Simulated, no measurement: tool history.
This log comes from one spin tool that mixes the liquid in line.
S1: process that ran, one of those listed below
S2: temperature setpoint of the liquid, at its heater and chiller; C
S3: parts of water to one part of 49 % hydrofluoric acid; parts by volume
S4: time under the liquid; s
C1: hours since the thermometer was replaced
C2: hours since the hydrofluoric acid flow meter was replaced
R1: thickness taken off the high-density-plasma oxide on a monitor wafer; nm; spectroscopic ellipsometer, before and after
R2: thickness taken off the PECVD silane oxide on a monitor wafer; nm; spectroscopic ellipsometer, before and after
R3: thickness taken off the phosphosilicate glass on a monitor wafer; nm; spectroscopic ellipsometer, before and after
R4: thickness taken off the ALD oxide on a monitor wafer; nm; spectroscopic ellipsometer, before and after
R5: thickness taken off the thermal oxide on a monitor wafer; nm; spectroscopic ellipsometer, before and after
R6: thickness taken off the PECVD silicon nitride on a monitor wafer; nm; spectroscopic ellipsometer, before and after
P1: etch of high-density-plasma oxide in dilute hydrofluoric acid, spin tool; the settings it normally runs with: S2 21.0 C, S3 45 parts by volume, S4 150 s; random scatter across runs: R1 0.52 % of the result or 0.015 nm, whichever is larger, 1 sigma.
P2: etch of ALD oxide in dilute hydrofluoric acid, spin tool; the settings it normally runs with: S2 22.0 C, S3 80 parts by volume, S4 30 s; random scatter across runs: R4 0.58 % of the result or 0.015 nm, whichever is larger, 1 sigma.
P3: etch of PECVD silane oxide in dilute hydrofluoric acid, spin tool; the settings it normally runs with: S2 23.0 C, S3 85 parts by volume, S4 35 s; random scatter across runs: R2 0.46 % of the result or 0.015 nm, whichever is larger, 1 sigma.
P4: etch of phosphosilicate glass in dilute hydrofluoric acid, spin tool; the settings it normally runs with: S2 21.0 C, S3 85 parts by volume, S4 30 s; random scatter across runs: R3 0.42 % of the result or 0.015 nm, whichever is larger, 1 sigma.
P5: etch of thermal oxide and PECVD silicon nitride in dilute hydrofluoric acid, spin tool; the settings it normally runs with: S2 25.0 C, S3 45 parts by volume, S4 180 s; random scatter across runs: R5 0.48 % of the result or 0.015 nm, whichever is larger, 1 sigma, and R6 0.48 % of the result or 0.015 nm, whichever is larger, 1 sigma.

Run 1, hour 5.2: S1 P1, S2 21.0 C, S3 45 parts by volume, S4 150 s; C1 1860.8; C2 976.8. Result: R1 15.8700 nm.
Run 2, hour 12.1: S1 P3, S2 23.0 C, S3 85 parts by volume, S4 70 s; C1 1867.7; C2 983.7. Result: R2 20.438 nm.
Run 3, hour 16.2: S1 P1, S2 21.0 C, S3 70 parts by volume, S4 225 s; C1 1871.8; C2 987.8. Result: R1 14.9000 nm.
Run 4, hour 21.1: S1 P4, S2 21.0 C, S3 85 parts by volume, S4 15 s; C1 1876.7; C2 992.7. Result: R3 15.203 nm.
Run 5, hour 26.4: S1 P2, S2 22.0 C, S3 50 parts by volume, S4 30 s; C1 1882.0; C2 998.0. Result: R4 8.0811 nm.
Run 6, hour 32.7: S1 P5, S2 30.5 C, S3 45 parts by volume, S4 180 s; C1 1888.3; C2 1004.3. Result: R5 26.134 nm, R6 20.394 nm.
At hour 37.2: hydrofluoric acid flow meter replaced.
Run 7, hour 39.4: S1 P1, S2 21.0 C, S3 45 parts by volume, S4 70 s; C1 1895.0; C2 2.3. Result: R1 7.3976 nm.
Run 8, hour 44.4: S1 P2, S2 22.0 C, S3 80 parts by volume, S4 30 s; C1 1900.0; C2 7.3. Result: R4 4.8350 nm.
Run 9, hour 49.2: S1 P3, S2 23.0 C, S3 35 parts by volume, S4 35 s; C1 1904.8; C2 12.1. Result: R2 26.588 nm.
Run 10, hour 56.6: S1 P5, S2 25.0 C, S3 60 parts by volume, S4 180 s; C1 1912.2; C2 19.5. Result: R5 15.499 nm, R6 10.733 nm.
Run 11, hour 63.7: S1 P5, S2 25.0 C, S3 45 parts by volume, S4 180 s; C1 1919.3; C2 26.6. Result: R5 20.904 nm, R6 14.293 nm.
Run 12, hour 69.4: S1 P1, S2 21.0 C, S3 45 parts by volume, S4 150 s; C1 1925.0; C2 32.3. Result: R1 15.8550 nm.
Run 13, hour 72.9: S1 P4, S2 21.0 C, S3 85 parts by volume, S4 30 s; C1 1928.5; C2 35.8. Result: R3 30.337 nm.
Run 14, hour 79.4: S1 P1, S2 21.0 C, S3 45 parts by volume, S4 150 s; C1 1935.0; C2 42.3. Result: R1 15.7830 nm.
Run 15, hour 83.6: S1 P2, S2 28.5 C, S3 80 parts by volume, S4 30 s; C1 1939.2; C2 46.5. Result: R4 6.3473 nm.
Run 16, hour 87.7: S1 P1, S2 21.0 C, S3 75 parts by volume, S4 150 s; C1 1943.3; C2 50.6. Result: R1 9.2229 nm.
Run 17, hour 93.2: S1 P4, S2 17.0 C, S3 85 parts by volume, S4 30 s; C1 1948.8; C2 56.1. Result: R3 25.674 nm.
Run 18, hour 97.5: S1 P2, S2 22.0 C, S3 80 parts by volume, S4 30 s; C1 1953.1; C2 60.4. Result: R4 4.7709 nm.
Run 19, hour 101.0: S1 P1, S2 21.0 C, S3 70 parts by volume, S4 225 s; C1 1956.6; C2 63.9. Result: R1 14.8470 nm.
Run 20, hour 104.6: S1 P1, S2 25.5 C, S3 45 parts by volume, S4 150 s; C1 1960.2; C2 67.5. Result: R1 19.3230 nm.
Run 21, hour 111.2: S1 P1, S2 21.0 C, S3 45 parts by volume, S4 235 s; C1 1966.8; C2 74.1. Result: R1 24.7990 nm.
Run 22, hour 118.0: S1 P1, S2 21.0 C, S3 30 parts by volume, S4 150 s; C1 1973.6; C2 80.9. Result: R1 24.2850 nm.
Run 23, hour 125.1: S1 P4, S2 21.0 C, S3 45 parts by volume, S4 30 s; C1 1980.7; C2 88.0. Result: R3 60.150 nm.
Run 24, hour 128.5: S1 P5, S2 25.0 C, S3 45 parts by volume, S4 365 s; C1 1984.1; C2 91.4. Result: R5 42.740 nm, R6 28.980 nm.
Run 25, hour 132.7: S1 P1, S2 21.0 C, S3 45 parts by volume, S4 150 s; C1 1988.3; C2 95.6. Result: R1 15.9230 nm.
Run 26, hour 140.1: S1 P2, S2 22.0 C, S3 80 parts by volume, S4 15 s; C1 1995.7; C2 103.0. Result: R4 2.3752 nm.
Run 27, hour 144.6: S1 P3, S2 30.0 C, S3 85 parts by volume, S4 35 s; C1 2000.2; C2 107.5. Result: R2 13.385 nm.
Run 28, hour 149.7: S1 P1, S2 17.0 C, S3 45 parts by volume, S4 150 s; C1 2005.3; C2 112.6. Result: R1 13.4080 nm.
Run 29, hour 154.0: S1 P1, S2 17.0 C, S3 25 parts by volume, S4 150 s; C1 2009.6; C2 116.9. Result: R1 24.6290 nm.
Run 30, hour 160.3: S1 P3, S2 23.0 C, S3 85 parts by volume, S4 35 s; C1 2015.9; C2 123.2. Result: R2 10.156 nm.
Run 31, hour 163.8: S1 P4, S2 21.0 C, S3 85 parts by volume, S4 30 s; C1 2019.4; C2 126.7. Result: R3 30.195 nm.
Run 32, hour 170.9: S1 P1, S2 21.0 C, S3 45 parts by volume, S4 150 s; C1 2026.5; C2 133.8. Result: R1 15.9440 nm.
Run 33, hour 175.4: S1 P1, S2 21.0 C, S3 45 parts by volume, S4 150 s; C1 2031.0; C2 138.3. Result: R1 16.3060 nm.
Run 34, hour 179.2: S1 P1, S2 21.0 C, S3 45 parts by volume, S4 150 s; C1 2034.8; C2 142.1. Result: R1 16.6790 nm.
Run 35, hour 186.0: S1 P1, S2 21.0 C, S3 45 parts by volume, S4 150 s; C1 2041.6; C2 148.9. Result: R1 16.9540 nm.
Run 36, hour 191.0: S1 P1, S2 21.0 C, S3 45 parts by volume, S4 150 s; C1 2046.6; C2 153.9. Result: R1 17.1990 nm.
Run 37, hour 197.3: S1 P1, S2 21.0 C, S3 45 parts by volume, S4 150 s; C1 2052.9; C2 160.2. Result: R1 17.3050 nm.
Run 38, hour 204.1: S1 P1, S2 21.0 C, S3 45 parts by volume, S4 150 s; C1 2059.7; C2 167.0. Result: R1 17.2440 nm.
Run 39, hour 208.9: S1 P1, S2 21.0 C, S3 45 parts by volume, S4 150 s; C1 2064.5; C2 171.8. Result: R1 17.3890 nm.
Run 40, hour 214.0: S1 P1, S2 21.0 C, S3 45 parts by volume, S4 150 s; C1 2069.6; C2 176.9. Result: R1 17.5350 nm.
Run 41, hour 219.2: S1 P1, S2 21.0 C, S3 45 parts by volume, S4 150 s; C1 2074.8; C2 182.1. Result: R1 17.5470 nm.
Run 42, hour 224.8: S1 P1, S2 21.0 C, S3 45 parts by volume, S4 150 s; C1 2080.4; C2 187.7. Result: R1 17.4240 nm.
Run 43, hour 231.1: S1 P1, S2 21.0 C, S3 45 parts by volume, S4 150 s; C1 2086.7; C2 194.0. Result: R1 17.5070 nm.

P1 has crept away from where it was. The log is fitted equally well by each of these 2 causes, at the sizes shown:
A: hydrofluoric acid flow above the setpoint (%) = 9.96
B: liquid hotter than its thermometer reads (K) = 2.39
The drift started at roughly hour 170.9.

4 check runs are offered, one wafer each, their results left as question marks. Which one tells the causes apart?
Run check 1, hour 237.4: S1 P5, S2 25.0 C, S3 45 parts by volume, S4 180 s. Result: R5 ?, R6 ?.
Run check 2, hour 237.4: S1 P4, S2 21.0 C, S3 85 parts by volume, S4 30 s. Result: R3 ?.
Run check 3, hour 237.4: S1 P2, S2 22.0 C, S3 80 parts by volume, S4 30 s. Result: R4 ?.
Run check 4, hour 237.4: S1 P3, S2 23.0 C, S3 85 parts by volume, S4 35 s. Result: R2 ?.

Outcome of each check run for each possible cause:
  check  result    if A    if B
check 1      R5  23.385  23.302
check 1      R6  15.647  16.717
check 2      R3  33.563  33.337
check 3      R4  5.3604  5.3228
check 4      R2  11.337  11.236
Minimum pairwise separation of causes per check, each pair taken at its best-separating result: check 1 6.61 %; check 2 0.68 %; check 3 0.7 %; check 4 0.89 %
Check 1 tells the causes apart: in the others they would give nearly the same result.

Running check 1 produced the following: R5 23.391 nm; R6 16.814 nm. Which one of the listed causes fits?

The correct cause is B, namely: liquid hotter than its thermometer reads (K).
